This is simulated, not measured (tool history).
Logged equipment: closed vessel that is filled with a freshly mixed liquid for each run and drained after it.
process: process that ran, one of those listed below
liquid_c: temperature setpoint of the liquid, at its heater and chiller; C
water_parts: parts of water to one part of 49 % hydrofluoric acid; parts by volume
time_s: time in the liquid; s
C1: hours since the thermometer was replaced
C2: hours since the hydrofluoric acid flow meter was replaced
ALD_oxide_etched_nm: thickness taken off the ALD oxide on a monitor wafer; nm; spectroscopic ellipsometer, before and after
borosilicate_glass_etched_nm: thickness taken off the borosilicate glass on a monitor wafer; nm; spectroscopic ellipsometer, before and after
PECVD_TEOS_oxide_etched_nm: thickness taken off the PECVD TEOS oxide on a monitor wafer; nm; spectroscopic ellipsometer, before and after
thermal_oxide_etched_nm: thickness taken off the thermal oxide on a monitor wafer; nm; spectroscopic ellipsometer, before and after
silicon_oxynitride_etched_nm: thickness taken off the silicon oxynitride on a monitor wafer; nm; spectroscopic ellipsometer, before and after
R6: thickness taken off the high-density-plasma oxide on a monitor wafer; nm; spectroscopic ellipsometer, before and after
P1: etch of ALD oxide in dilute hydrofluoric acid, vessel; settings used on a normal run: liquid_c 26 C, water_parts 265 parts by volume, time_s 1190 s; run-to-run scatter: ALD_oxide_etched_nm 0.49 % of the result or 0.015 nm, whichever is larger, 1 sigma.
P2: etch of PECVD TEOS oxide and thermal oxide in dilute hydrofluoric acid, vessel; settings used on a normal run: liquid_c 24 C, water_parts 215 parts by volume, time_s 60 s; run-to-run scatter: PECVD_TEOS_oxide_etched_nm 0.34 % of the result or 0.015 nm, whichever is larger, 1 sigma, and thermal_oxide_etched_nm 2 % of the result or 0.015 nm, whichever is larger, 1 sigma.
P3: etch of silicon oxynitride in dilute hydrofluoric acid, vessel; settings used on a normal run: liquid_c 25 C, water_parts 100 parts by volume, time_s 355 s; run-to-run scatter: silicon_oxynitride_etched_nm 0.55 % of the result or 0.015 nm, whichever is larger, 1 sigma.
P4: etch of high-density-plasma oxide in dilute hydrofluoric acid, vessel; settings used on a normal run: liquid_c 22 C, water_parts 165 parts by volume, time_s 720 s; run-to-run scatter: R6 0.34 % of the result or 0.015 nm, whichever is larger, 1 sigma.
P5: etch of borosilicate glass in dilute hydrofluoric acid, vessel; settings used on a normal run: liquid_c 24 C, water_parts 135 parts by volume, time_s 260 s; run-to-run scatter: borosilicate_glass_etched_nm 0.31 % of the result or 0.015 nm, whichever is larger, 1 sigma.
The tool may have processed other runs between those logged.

run 1 hour=7 | process=P1 liquid_c=26 water_parts=265 time_s=1190 | C1=109.4 C2=749.4 | ALD_oxide_etched_nm=49.483
run 2 hour=12.4 | process=P5 liquid_c=28.5 water_parts=135 time_s=260 | C1=114.8 C2=754.8 | borosilicate_glass_etched_nm=59.147
run 3 hour=17.9 | process=P1 liquid_c=26 water_parts=265 time_s=595 | C1=120.3 C2=760.3 | ALD_oxide_etched_nm=24.592
run 4 hour=23.1 | process=P1 liquid_c=34 water_parts=265 time_s=1190 | C1=125.5 C2=765.5 | ALD_oxide_etched_nm=64.518
run 5 hour=30.5 | process=P2 liquid_c=24 water_parts=215 time_s=60 | C1=132.9 C2=772.9 | PECVD_TEOS_oxide_etched_nm=6.8892 thermal_oxide_etched_nm=1.1497
run 6 hour=36.4 | process=P3 liquid_c=31 water_parts=100 time_s=355 | C1=138.8 C2=778.8 | silicon_oxynitride_etched_nm=14.71
run 7 hour=41.3 | process=P1 liquid_c=26 water_parts=265 time_s=1190 | C1=143.7 C2=783.7 | ALD_oxide_etched_nm=49.608
run 8 hour=45 | process=P3 liquid_c=25 water_parts=100 time_s=715 | C1=147.4 C2=787.4 | silicon_oxynitride_etched_nm=22.78
run 9 hour=50.5 | process=P5 liquid_c=24 water_parts=135 time_s=260 | C1=152.9 C2=792.9 | borosilicate_glass_etched_nm=50.176
run 10 hour=55.8 | process=P5 liquid_c=24 water_parts=250 time_s=260 | C1=158.2 C2=798.2 | borosilicate_glass_etched_nm=23.808
run 11 hour=59.5 | process=P2 liquid_c=24 water_parts=215 time_s=85 | C1=161.9 C2=801.9 | PECVD_TEOS_oxide_etched_nm=9.8065 thermal_oxide_etched_nm=1.5825
run 12 hour=65.8 | process=P1 liquid_c=26 water_parts=265 time_s=2165 | C1=168.2 C2=808.2 | ALD_oxide_etched_nm=90.045
run 13 hour=71.2 | process=P1 liquid_c=26 water_parts=265 time_s=1190 | C1=173.6 C2=813.6 | ALD_oxide_etched_nm=49.614
run 14 hour=77.5 | process=P4 liquid_c=22 water_parts=255 time_s=720 | C1=179.9 C2=819.9 | R6=15.258
run 15 hour=83 | process=P1 liquid_c=26 water_parts=450 time_s=1190 | C1=185.4 C2=825.4 | ALD_oxide_etched_nm=24.433
run 16 hour=86.5 | process=P2 liquid_c=24 water_parts=320 time_s=60 | C1=188.9 C2=828.9 | PECVD_TEOS_oxide_etched_nm=4.1649 thermal_oxide_etched_nm=0.67494
run 17 hour=90.3 | process=P1 liquid_c=26 water_parts=265 time_s=1190 | C1=192.7 C2=832.7 | ALD_oxide_etched_nm=49.84
run 18 hour=97.4 | process=P3 liquid_c=25 water_parts=100 time_s=355 | C1=199.8 C2=839.8 | silicon_oxynitride_etched_nm=11.243
run 19 hour=104.3 | process=P4 liquid_c=25.5 water_parts=165 time_s=720 | C1=206.7 C2=846.7 | R6=29.691
run 20 hour=109.7 | process=P1 liquid_c=26 water_parts=160 time_s=1190 | C1=212.1 C2=852.1 | ALD_oxide_etched_nm=91.742
run 21 hour=114.2 | process=P1 liquid_c=19.5 water_parts=265 time_s=1190 | C1=216.6 C2=856.6 | ALD_oxide_etched_nm=39.072
run 22 hour=121.6 | process=P3 liquid_c=25 water_parts=100 time_s=355 | C1=224 C2=864 | silicon_oxynitride_etched_nm=11.296
run 23 hour=127 | process=P4 liquid_c=22 water_parts=165 time_s=720 | C1=229.4 C2=869.4 | R6=25.723
run 24 hour=134.4 | process=P1 liquid_c=26 water_parts=405 time_s=1785 | C1=236.8 C2=876.8 | ALD_oxide_etched_nm=42.506
run 25 hour=138.8 | process=P3 liquid_c=25 water_parts=155 time_s=355 | C1=241.2 C2=881.2 | silicon_oxynitride_etched_nm=6.9253
run 26 hour=143.7 | process=P2 liquid_c=31.5 water_parts=215 time_s=60 | C1=246.1 C2=886.1 | PECVD_TEOS_oxide_etched_nm=9.0538 thermal_oxide_etched_nm=1.4688
run 27 hour=151 | process=P1 liquid_c=26 water_parts=180 time_s=75 | C1=253.4 C2=893.4 | ALD_oxide_etched_nm=5.0909
run 28 hour=154.8 | process=P4 liquid_c=22 water_parts=165 time_s=30 | C1=257.2 C2=897.2 | R6=1.0804
run 29 hour=158.9 | process=P5 liquid_c=24 water_parts=135 time_s=110 | C1=261.3 C2=901.3 | borosilicate_glass_etched_nm=21.216
run 30 hour=164 | process=P1 liquid_c=26 water_parts=265 time_s=1190 | C1=266.4 C2=906.4 | ALD_oxide_etched_nm=49.927
run 31 hour=169.9 | process=P1 liquid_c=26 water_parts=265 time_s=1190 | C1=272.3 C2=912.3 | ALD_oxide_etched_nm=47.562
run 32 hour=174 | process=P1 liquid_c=26 water_parts=265 time_s=1190 | C1=276.4 C2=916.4 | ALD_oxide_etched_nm=46.715
run 33 hour=178.9 | process=P1 liquid_c=26 water_parts=265 time_s=1190 | C1=281.3 C2=921.3 | ALD_oxide_etched_nm=46.238
run 34 hour=183 | process=P1 liquid_c=26 water_parts=265 time_s=1190 | C1=285.4 C2=925.4 | ALD_oxide_etched_nm=46.013
run 35 hour=188.5 | process=P1 liquid_c=26 water_parts=265 time_s=1190 | C1=290.9 C2=930.9 | ALD_oxide_etched_nm=45.76
run 36 hour=196.2 | process=P1 liquid_c=26 water_parts=265 time_s=1190 | C1=298.6 C2=938.6 | ALD_oxide_etched_nm=45.241
run 37 hour=200.1 | process=P1 liquid_c=26 water_parts=265 time_s=1190 | C1=302.5 C2=942.5 | ALD_oxide_etched_nm=45.821

P1 has crept away from where it was. The log is fitted equally well by each of these 2 causes, at the sizes shown:
A: hydrofluoric acid flow below the setpoint (%) = 6.4
B: liquid colder than its thermometer reads (K) = 2.42
The creep began at about hour 164.

Listed below are the offered check runs, one wafer per run, with question marks in place of results. For which of them would the causes give clearly different outcomes?
run check 1 hour=204 | process=P5 liquid_c=24 water_parts=245 time_s=260 | borosilicate_glass_etched_nm=?
run check 2 hour=204 | process=P4 liquid_c=22 water_parts=225 time_s=35 | R6=?
run check 3 hour=204 | process=P3 liquid_c=25 water_parts=100 time_s=480 | silicon_oxynitride_etched_nm=?
run check 4 hour=204 | process=P2 liquid_c=31 water_parts=215 time_s=60 | PECVD_TEOS_oxide_etched_nm=? thermal_oxide_etched_nm=?

Check results expected under each cause:
check=check_1 result=borosilicate_glass_etched_nm if_A=22.485 if_B=22.373
check=check_2 result=R6 if_A=0.79941 if_B=0.79154
check=check_3 result=silicon_oxynitride_etched_nm if_A=14.226 if_B=13.634
check=check_4 result=PECVD_TEOS_oxide_etched_nm if_A=8.1395 if_B=8.149
check=check_4 result=thermal_oxide_etched_nm if_A=1.3302 if_B=1.3318
Separation of the two closest causes in each check, using whichever result separates them best: check 1 0.5 %; check 2 0.99 %; check 3 4.25 %; check 4 0.12 %
Of the check runs offered, only check 3 discriminates between the causes; the rest would read about the same regardless of which cause applies.

Running check 3 produced the following: silicon_oxynitride_etched_nm 14.221 nm. Which one of the listed causes fits?

The correct cause is A, namely: hydrofluoric acid flow below the setpoint (%).
